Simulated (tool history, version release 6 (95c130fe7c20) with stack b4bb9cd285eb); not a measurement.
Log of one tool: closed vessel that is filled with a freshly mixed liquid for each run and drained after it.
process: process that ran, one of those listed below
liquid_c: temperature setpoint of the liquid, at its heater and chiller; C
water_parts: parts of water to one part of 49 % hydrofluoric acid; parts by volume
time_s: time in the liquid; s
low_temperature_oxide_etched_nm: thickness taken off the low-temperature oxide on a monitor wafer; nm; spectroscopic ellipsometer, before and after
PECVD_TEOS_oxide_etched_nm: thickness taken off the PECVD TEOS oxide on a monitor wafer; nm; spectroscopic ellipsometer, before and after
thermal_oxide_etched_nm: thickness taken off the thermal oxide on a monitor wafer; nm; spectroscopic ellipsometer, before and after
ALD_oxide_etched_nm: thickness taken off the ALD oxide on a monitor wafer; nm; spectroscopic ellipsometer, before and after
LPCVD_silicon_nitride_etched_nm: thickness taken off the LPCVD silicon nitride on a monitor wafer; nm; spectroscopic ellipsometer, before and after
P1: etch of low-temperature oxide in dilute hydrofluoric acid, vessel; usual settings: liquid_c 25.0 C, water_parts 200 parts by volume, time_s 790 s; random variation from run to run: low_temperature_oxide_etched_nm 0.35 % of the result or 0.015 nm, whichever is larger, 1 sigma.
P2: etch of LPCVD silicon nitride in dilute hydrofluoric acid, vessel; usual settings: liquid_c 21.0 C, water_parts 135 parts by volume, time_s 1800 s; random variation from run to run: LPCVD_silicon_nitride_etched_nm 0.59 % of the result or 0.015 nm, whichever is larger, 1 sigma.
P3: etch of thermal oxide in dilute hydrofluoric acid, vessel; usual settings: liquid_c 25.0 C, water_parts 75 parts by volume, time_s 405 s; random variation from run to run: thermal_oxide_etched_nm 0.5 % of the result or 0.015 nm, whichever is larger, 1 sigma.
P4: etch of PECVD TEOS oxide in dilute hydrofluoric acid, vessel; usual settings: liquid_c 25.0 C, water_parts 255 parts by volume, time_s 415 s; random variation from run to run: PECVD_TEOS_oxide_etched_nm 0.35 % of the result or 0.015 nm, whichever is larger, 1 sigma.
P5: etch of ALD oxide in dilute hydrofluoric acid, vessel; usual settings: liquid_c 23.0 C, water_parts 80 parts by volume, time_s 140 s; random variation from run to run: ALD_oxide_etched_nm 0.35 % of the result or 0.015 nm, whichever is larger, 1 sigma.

run   hour  process  liquid_c  water_parts  time_s  hours since the thermometer was replaced  hours since the hydrofluoric acid flow meter was replaced  low_temperature_oxide_etched_nm  PECVD_TEOS_oxide_etched_nm  thermal_oxide_etched_nm  ALD_oxide_etched_nm  LPCVD_silicon_nitride_etched_nm
  1   12.6       P1      25.0          200     790                                     478.6                                                     1396.8                          50.9650
  2   23.3       P4      30.5          255     415                                     489.3                                                     1407.5                                                      48.7510
  3   38.0       P3      25.0           75     720                                     504.0                                                     1422.2                                                                                49.687
  4   55.1       P1      25.0          345     790                                     521.1                                                     1439.3                          25.5980
  5   64.6       P1      30.0          200     790                                     530.6                                                     1448.8                          61.2040
  6   73.9       P3      25.0           75     405                                     539.9                                                     1458.1                                                                                28.051
  7   89.5       P1      25.0          200      30                                     555.5                                                     1473.7                           1.9501
  8  103.7       P5      17.0           80     140                                     569.7                                                     1487.9                                                                                                    12.9020
  9  119.5       P5      23.0           80     140                                     585.5                                                     1503.7                                                                                                    16.4950
 10  131.4       P1      25.0          360    1265                                     597.4                                                     1515.6                          38.7520
 11  140.4       P3      17.0           75     405                                     606.4                                                     1524.6                                                                                20.096
 12  155.2       P1      18.0           90     790                                     621.2                                                     1539.4                          97.2250
 13  173.3       P3      25.0          135     405                                     639.3                                                     1557.5                                                                                14.243
 14  181.3       P2      21.0           65    1800                                     647.3                                                     1565.5                                                                                                                                     11.2740
 15  199.5       P4      25.0           60     415                                     665.5                                                     1583.7                                                     215.9700
 16  215.5       P2      21.0          135    3565                                     681.5                                                     1599.7                                                                                                                                     10.9380
 17  223.8       P1      20.5          200     790                                     689.8                                                     1608.0                          43.3780
 18  234.1       P2      21.0          135    1800                                     700.1                                                     1618.3                                                                                                                                      5.5343
 19  248.7       P1      25.0          200     790                                     714.7                                                     1632.9                          50.9410
 20  260.3       P1      25.0           65     790                                     726.3                                                     1644.5                         184.5600
 21  271.1       P5      23.0           80      45                                     737.1                                                     1655.3                                                                                                     5.3742
 22  287.2       P1      25.0          200    1170                                     753.2                                                     1671.4                          75.9590
 23  301.2       P3      25.0           75     405                                     767.2                                                     1685.4                                                                                28.232
 24  315.4       P5      23.0           80     140                                     781.4                                                     1699.6                                                                                                    16.5500
 25  329.4       P1      25.0          200     790                                     795.4                                                     1713.6                          51.1360
 26  347.1       P2      17.0          135    1800                                     813.1                                                     1731.3                                                                                                                                      4.2130
 27  365.2       P1      25.0          200     790                                     831.2                                                     1749.4                          50.9650
 28  375.7       P5      23.0          110     140                                     841.7                                                     1759.9                                                                                                    11.5790
 29  387.6       P4      25.0          255      45                                     853.6                                                     1771.8                                                       4.3975
 30  398.3       P2      21.0          135    1800                                     864.3                                                     1782.5                                                                                                                                      5.5404
 31  409.0       P4      25.0          255     415                                     875.0                                                     1793.2                                                      40.2850
 32  426.8       P1      25.0          200     790                                     892.8                                                     1811.0                          50.9070
 33  441.7       P1      25.0          200     790                                     907.7                                                     1825.9                          52.6140
 34  456.6       P1      25.0          200     790                                     922.6                                                     1840.8                          53.4840
 35  469.9       P1      25.0          200     790                                     935.9                                                     1854.1                          53.5150
 36  479.9       P1      25.0          200     790                                     945.9                                                     1864.1                          53.6940
 37  492.1       P1      25.0          200     790                                     958.1                                                     1876.3                          54.2480
 38  502.5       P1      25.0          200     790                                     968.5                                                     1886.7                          54.1530

What P1 gives has crept away from where it was. These 2 causes fit the log equally well, each at the size given:
A: hydrofluoric acid flow above the setpoint (%) = 4.72
B: liquid hotter than its thermometer reads (K) = 1.55
The creep began at about hour 426.8.

4 check runs are offered, one wafer each, their results left as question marks. Which one tells the causes apart?
check 1  512.9       P4      28.0           80     415                                                                                                                                                                 ?
check 2  512.9       P2      21.0           70    2630                                                                                                                                                                                                                                                ?
check 3  512.9       P5      23.0          105      75                                                                                                                                                                                                               ?
check 4  512.9       P3      25.0           75     695                                                                                                                                                                                          ?

What each check would give under each cause:
  check                           result      if A      if B
check 1       PECVD_TEOS_oxide_etched_nm  186.4300  188.0400
check 2  LPCVD_silicon_nitride_etched_nm   16.0990   17.0980
check 3              ALD_oxide_etched_nm    6.9207    6.9872
check 4          thermal_oxide_etched_nm    50.339    50.899
How far apart the two closest causes lie, in the result that separates them most: check 1 0.86 %; check 2 6.02 %; check 3 0.96 %; check 4 1.11 %
Check 2 tells the causes apart: in the others they would give nearly the same result.

Check 2 was then run and gave: LPCVD_silicon_nitride_etched_nm 15.9570 nm. Which cause is it?

It is A: hydrofluoric acid flow above the setpoint (%).
